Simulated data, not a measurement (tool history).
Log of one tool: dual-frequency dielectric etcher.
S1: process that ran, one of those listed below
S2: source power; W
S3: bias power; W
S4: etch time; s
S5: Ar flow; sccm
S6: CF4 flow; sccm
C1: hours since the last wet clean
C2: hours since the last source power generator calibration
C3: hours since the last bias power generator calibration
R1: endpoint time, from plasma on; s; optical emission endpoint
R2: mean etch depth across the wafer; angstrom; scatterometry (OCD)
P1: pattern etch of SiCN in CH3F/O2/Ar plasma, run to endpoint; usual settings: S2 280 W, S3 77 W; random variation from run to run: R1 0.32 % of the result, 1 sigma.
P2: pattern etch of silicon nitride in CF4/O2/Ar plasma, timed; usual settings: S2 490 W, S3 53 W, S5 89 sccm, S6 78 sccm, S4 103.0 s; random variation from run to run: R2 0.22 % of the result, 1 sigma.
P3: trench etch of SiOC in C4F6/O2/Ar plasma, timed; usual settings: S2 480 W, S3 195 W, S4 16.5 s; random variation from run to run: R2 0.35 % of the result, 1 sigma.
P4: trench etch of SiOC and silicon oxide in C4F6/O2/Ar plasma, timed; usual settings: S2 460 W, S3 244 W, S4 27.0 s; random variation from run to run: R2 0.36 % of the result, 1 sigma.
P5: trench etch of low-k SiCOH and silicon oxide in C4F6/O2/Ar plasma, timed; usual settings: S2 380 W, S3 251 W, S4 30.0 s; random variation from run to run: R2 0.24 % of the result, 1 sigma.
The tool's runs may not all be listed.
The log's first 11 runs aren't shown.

run  hour  S1   S2   S3     S4  S5  S6     C1      C2      C3      R1       R2
 12  53.0  P3  620  195   16.5          192.9  1257.3  1836.5           406.84
 13  55.9  P3  480  195   16.5          195.8  1260.2  1839.4           368.15
 14  60.9  P1  280   77                 200.8  1265.2  1844.4  37.914
     63.9  -- source power generator calibrated
 15  66.1  P1  280   77                 206.0     2.2  1849.6  38.135
 16  69.3  P1  280   52                 209.2     5.4  1852.8  43.567
 17  72.7  P3  480  195   16.5          212.6     8.8  1856.2           367.98
 18  75.8  P1  170   77                 215.7    11.9  1859.3  45.462
 19  81.0  P1  330   97                 220.9    17.1  1864.5  32.712
 20  84.1  P2  490   53  129.0  89  78  224.0    20.2  1867.6          2335.20
 21  88.2  P2  490   53  103.0  89  78  228.1    24.3  1871.7          1874.00
 22  91.6  P1  280   77                 231.5    27.7  1875.1  38.024
 23  95.2  P1  280  104                 235.1    31.3  1878.7  33.884

The next listed run, before its measurement:
 24  98.4  P4  460  149  27.0          238.3  34.5  1881.9       ?

Run 24 gave R2 528.25 angstrom.
